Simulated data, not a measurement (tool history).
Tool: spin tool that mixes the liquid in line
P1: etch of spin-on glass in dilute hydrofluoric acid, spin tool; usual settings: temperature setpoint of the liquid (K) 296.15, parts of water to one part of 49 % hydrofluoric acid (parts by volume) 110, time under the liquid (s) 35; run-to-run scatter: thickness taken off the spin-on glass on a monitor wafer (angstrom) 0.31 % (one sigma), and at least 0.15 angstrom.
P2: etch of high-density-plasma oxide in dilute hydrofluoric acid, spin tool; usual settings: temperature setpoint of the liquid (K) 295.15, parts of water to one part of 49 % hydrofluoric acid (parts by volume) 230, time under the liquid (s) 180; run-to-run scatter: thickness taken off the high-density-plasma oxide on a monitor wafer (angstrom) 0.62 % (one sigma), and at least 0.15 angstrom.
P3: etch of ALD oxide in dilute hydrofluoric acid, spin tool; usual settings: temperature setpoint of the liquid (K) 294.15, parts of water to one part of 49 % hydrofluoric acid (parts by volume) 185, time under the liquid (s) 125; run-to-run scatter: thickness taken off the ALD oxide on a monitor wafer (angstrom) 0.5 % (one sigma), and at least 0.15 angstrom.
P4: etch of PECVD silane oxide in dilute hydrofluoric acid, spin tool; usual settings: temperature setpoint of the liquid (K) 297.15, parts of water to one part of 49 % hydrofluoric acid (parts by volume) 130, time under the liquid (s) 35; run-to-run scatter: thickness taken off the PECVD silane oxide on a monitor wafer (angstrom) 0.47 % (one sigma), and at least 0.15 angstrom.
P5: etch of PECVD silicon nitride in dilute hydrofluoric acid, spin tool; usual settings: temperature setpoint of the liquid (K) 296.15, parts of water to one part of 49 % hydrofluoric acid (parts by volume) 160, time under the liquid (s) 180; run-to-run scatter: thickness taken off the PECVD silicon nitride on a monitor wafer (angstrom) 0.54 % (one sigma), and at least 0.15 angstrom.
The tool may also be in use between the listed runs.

| run | hour | process that ran | temperature setpoint of the liquid (K) | parts of water to one part of 49 % hydrofluoric acid (parts by volume) | time under the liquid (s) | thickness taken off the spin-on glass on a monitor wafer (angstrom) | thickness taken off the PECVD silane oxide on a monitor wafer (angstrom) | thickness taken off the ALD oxide on a monitor wafer (angstrom) | thickness taken off the PECVD silicon nitride on a monitor wafer (angstrom) | thickness taken off the high-density-plasma oxide on a monitor wafer (angstrom) |
|---|---|---|---|---|---|---|---|---|---|---|
| 1 | 4.7 | P1 | 296.15 | 110 | 35 | 146.38 |  |  |  |  |
| 2 | 10.7 | P1 | 296.15 | 110 | 35 | 146.48 |  |  |  |  |
| 3 | 17.6 | P4 | 301.15 | 130 | 35 |  | 56.565 |  |  |  |
| 4 | 21.9 | P1 | 296.15 | 110 | 15 | 63.217 |  |  |  |  |
| 5 | 26.5 | P3 | 294.15 | 95 | 125 |  |  | 167.57 |  |  |
| 6 | 30.1 | P1 | 296.15 | 110 | 70 | 292.99 |  |  |  |  |
| 7 | 36.5 | P5 | 296.15 | 55 | 180 |  |  |  | 132.04 |  |
| 8 | 41.5 | P1 | 296.15 | 110 | 35 | 147.29 |  |  |  |  |
| 9 | 47.6 | P2 | 290.15 | 230 | 180 |  |  |  |  | 40.447 |
| 10 | 53.7 | P3 | 294.15 | 185 | 125 |  |  | 77.307 |  |  |
| 11 | 57.9 | P2 | 295.15 | 230 | 180 |  |  |  |  | 49.296 |
| 12 | 61.4 | P1 | 296.15 | 110 | 35 | 145.97 |  |  |  |  |
| 13 | 68.6 | P3 | 290.15 | 185 | 125 |  |  | 65.765 |  |  |
| 14 | 75.8 | P5 | 296.15 | 160 | 15 |  |  |  | 3.7041 |  |
| 15 | 82.9 | P1 | 290.15 | 110 | 35 | 115.41 |  |  |  |  |
| 16 | 88.1 | P1 | 296.15 | 25 | 65 | 1338.4 |  |  |  |  |
| 17 | 94.3 | P1 | 304.15 | 110 | 35 | 198.7 |  |  |  |  |
| 18 | 97.5 | P5 | 296.15 | 160 | 180 |  |  |  | 45.743 |  |
| 19 | 102.9 | P4 | 297.15 | 130 | 15 |  | 20.758 |  |  |  |
| 20 | 109.7 | P1 | 296.15 | 160 | 35 | 95.251 |  |  |  |  |
|  | 115.8 | hydrofluoric acid flow meter replaced |
| 21 | 116.6 | P2 | 295.15 | 385 | 180 |  |  |  |  | 25.533 |
| 22 | 121.8 | P2 | 295.15 | 230 | 25 |  |  |  |  | 6.4477 |
| 23 | 125.8 | P5 | 296.15 | 160 | 180 |  |  |  | 45.902 |  |
| 24 | 131.3 | P3 | 294.15 | 185 | 125 |  |  | 77.987 |  |  |
| 25 | 136.1 | P1 | 296.15 | 35 | 35 | 503.77 |  |  |  |  |
| 26 | 142.1 | P3 | 294.15 | 185 | 15 |  |  | 9.4868 |  |  |
| 27 | 147.2 | P1 | 302.15 | 55 | 35 | 398.93 |  |  |  |  |
| 28 | 152.8 | P4 | 297.15 | 200 | 35 |  | 29.113 |  |  |  |
| 29 | 156.8 | P1 | 296.15 | 110 | 35 | 146.4 |  |  |  |  |
| 30 | 160.6 | P5 | 301.65 | 160 | 180 |  |  |  | 65.261 |  |
| 31 | 167.5 | P4 | 297.15 | 130 | 35 |  | 48.429 |  |  |  |
| 32 | 174.2 | P2 | 295.15 | 230 | 180 |  |  |  |  | 49.063 |
| 33 | 180.3 | P1 | 296.15 | 110 | 35 | 147.28 |  |  |  |  |
| 34 | 185.8 | P1 | 296.15 | 110 | 35 | 143.02 |  |  |  |  |
| 35 | 190.5 | P1 | 296.15 | 110 | 35 | 141.66 |  |  |  |  |
| 36 | 196.1 | P1 | 296.15 | 110 | 35 | 140.03 |  |  |  |  |
| 37 | 199.8 | P1 | 296.15 | 110 | 35 | 140.54 |  |  |  |  |
| 38 | 203.1 | P1 | 296.15 | 110 | 35 | 138.88 |  |  |  |  |
| 39 | 207.1 | P1 | 296.15 | 110 | 35 | 139.28 |  |  |  |  |
| 40 | 212.6 | P1 | 296.15 | 110 | 35 | 138.81 |  |  |  |  |

The next listed run, before its measurement:
| 41 | 219.6 | P1 | 296.15 | 110 | 35 | ? |  |  |  |  |

Run 41 gave thickness taken off the spin-on glass on a monitor wafer (angstrom) 137.87.
